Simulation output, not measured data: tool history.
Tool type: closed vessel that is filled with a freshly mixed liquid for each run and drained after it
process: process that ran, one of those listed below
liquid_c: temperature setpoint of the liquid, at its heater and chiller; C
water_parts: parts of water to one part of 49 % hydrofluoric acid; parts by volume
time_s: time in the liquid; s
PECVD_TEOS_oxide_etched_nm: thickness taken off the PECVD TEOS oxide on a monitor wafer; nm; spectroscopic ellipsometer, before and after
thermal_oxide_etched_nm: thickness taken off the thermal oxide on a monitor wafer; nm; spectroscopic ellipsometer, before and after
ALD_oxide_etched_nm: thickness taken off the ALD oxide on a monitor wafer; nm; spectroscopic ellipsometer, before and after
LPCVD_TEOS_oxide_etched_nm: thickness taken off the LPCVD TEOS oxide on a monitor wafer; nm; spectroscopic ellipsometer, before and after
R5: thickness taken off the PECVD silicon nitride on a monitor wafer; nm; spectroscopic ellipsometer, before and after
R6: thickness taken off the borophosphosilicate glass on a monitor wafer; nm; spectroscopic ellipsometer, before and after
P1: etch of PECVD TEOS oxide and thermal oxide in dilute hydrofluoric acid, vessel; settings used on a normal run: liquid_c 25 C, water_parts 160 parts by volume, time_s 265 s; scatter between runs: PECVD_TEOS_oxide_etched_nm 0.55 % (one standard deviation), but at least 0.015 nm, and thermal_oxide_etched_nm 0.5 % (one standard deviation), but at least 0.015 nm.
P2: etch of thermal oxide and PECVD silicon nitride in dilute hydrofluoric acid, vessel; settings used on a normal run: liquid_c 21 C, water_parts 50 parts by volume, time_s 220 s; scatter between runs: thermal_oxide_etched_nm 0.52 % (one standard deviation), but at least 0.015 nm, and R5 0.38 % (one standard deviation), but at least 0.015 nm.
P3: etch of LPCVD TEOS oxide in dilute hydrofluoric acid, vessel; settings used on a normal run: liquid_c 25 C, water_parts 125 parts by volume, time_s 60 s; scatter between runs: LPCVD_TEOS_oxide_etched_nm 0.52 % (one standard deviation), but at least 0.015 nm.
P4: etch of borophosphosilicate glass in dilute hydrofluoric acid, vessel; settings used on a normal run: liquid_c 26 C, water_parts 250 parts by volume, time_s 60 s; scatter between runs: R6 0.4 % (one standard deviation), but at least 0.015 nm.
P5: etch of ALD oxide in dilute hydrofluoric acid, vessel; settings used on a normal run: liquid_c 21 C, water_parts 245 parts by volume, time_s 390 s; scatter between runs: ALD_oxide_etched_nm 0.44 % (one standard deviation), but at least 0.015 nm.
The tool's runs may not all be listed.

run 1 hour=11.4 | process=P1 liquid_c=25 water_parts=160 time_s=265 | PECVD_TEOS_oxide_etched_nm=25.194 thermal_oxide_etched_nm=7.6775
run 2 hour=18.4 | process=P1 liquid_c=30 water_parts=160 time_s=265 | PECVD_TEOS_oxide_etched_nm=30.275 thermal_oxide_etched_nm=9.299
run 3 hour=30.7 | process=P1 liquid_c=25 water_parts=95 time_s=265 | PECVD_TEOS_oxide_etched_nm=46.301 thermal_oxide_etched_nm=14.042
run 4 hour=42.7 | process=P5 liquid_c=21 water_parts=245 time_s=745 | ALD_oxide_etched_nm=69.392
run 5 hour=51.9 | process=P3 liquid_c=25 water_parts=195 time_s=60 | LPCVD_TEOS_oxide_etched_nm=4.8082
run 6 hour=60.3 | process=P1 liquid_c=25 water_parts=160 time_s=265 | PECVD_TEOS_oxide_etched_nm=25.235 thermal_oxide_etched_nm=7.742
run 7 hour=68.5 | process=P5 liquid_c=21 water_parts=245 time_s=390 | ALD_oxide_etched_nm=36.08
run 8 hour=77.5 | process=P2 liquid_c=21 water_parts=20 time_s=220 | thermal_oxide_etched_nm=51.459 R5=27.757
run 9 hour=88.3 | process=P5 liquid_c=17 water_parts=245 time_s=390 | ALD_oxide_etched_nm=31.167
run 10 hour=97.6 | process=P2 liquid_c=21 water_parts=50 time_s=425 | thermal_oxide_etched_nm=38.114 R5=22.085
run 11 hour=110.5 | process=P4 liquid_c=18 water_parts=250 time_s=60 | R6=11.497
run 12 hour=118.4 | process=P3 liquid_c=25 water_parts=125 time_s=105 | LPCVD_TEOS_oxide_etched_nm=14.104
run 13 hour=127.6 | process=P5 liquid_c=21 water_parts=435 time_s=390 | ALD_oxide_etched_nm=17.247
run 14 hour=135.4 | process=P1 liquid_c=25 water_parts=225 time_s=265 | PECVD_TEOS_oxide_etched_nm=16.688 thermal_oxide_etched_nm=5.1405
-- hour=137.7 thermometer replaced
run 15 hour=144.9 | process=P3 liquid_c=33 water_parts=125 time_s=60 | LPCVD_TEOS_oxide_etched_nm=10.809
run 16 hour=158 | process=P4 liquid_c=26 water_parts=250 time_s=60 | R6=15.435
run 17 hour=169.4 | process=P4 liquid_c=26 water_parts=380 time_s=60 | R6=8.9613
run 18 hour=178.7 | process=P1 liquid_c=25 water_parts=160 time_s=265 | PECVD_TEOS_oxide_etched_nm=25.054 thermal_oxide_etched_nm=7.7277
run 19 hour=190.9 | process=P4 liquid_c=26 water_parts=250 time_s=60 | R6=15.422
run 20 hour=201.6 | process=P2 liquid_c=21 water_parts=50 time_s=220 | thermal_oxide_etched_nm=19.588 R5=11.484
run 21 hour=211.3 | process=P1 liquid_c=17.5 water_parts=160 time_s=265 | PECVD_TEOS_oxide_etched_nm=19.027 thermal_oxide_etched_nm=5.7932
run 22 hour=219.7 | process=P2 liquid_c=21 water_parts=50 time_s=220 | thermal_oxide_etched_nm=19.867 R5=11.486
run 23 hour=230.5 | process=P1 liquid_c=25 water_parts=160 time_s=525 | PECVD_TEOS_oxide_etched_nm=50.051 thermal_oxide_etched_nm=15.293
run 24 hour=239 | process=P4 liquid_c=26 water_parts=250 time_s=30 | R6=7.7307
run 25 hour=249.5 | process=P5 liquid_c=21 water_parts=245 time_s=390 | ALD_oxide_etched_nm=36.062
run 26 hour=258.9 | process=P1 liquid_c=25 water_parts=160 time_s=265 | PECVD_TEOS_oxide_etched_nm=25.341 thermal_oxide_etched_nm=7.7599
run 27 hour=269 | process=P1 liquid_c=25 water_parts=160 time_s=110 | PECVD_TEOS_oxide_etched_nm=10.416 thermal_oxide_etched_nm=3.2121

What does the tool deliver on the next run?
run 28 hour=278.2 | process=P2 liquid_c=17 water_parts=50 time_s=220 | thermal_oxide_etched_nm=? R5=?

thermal_oxide_etched_nm: 16.711 nm
R5: 8.6642 nm

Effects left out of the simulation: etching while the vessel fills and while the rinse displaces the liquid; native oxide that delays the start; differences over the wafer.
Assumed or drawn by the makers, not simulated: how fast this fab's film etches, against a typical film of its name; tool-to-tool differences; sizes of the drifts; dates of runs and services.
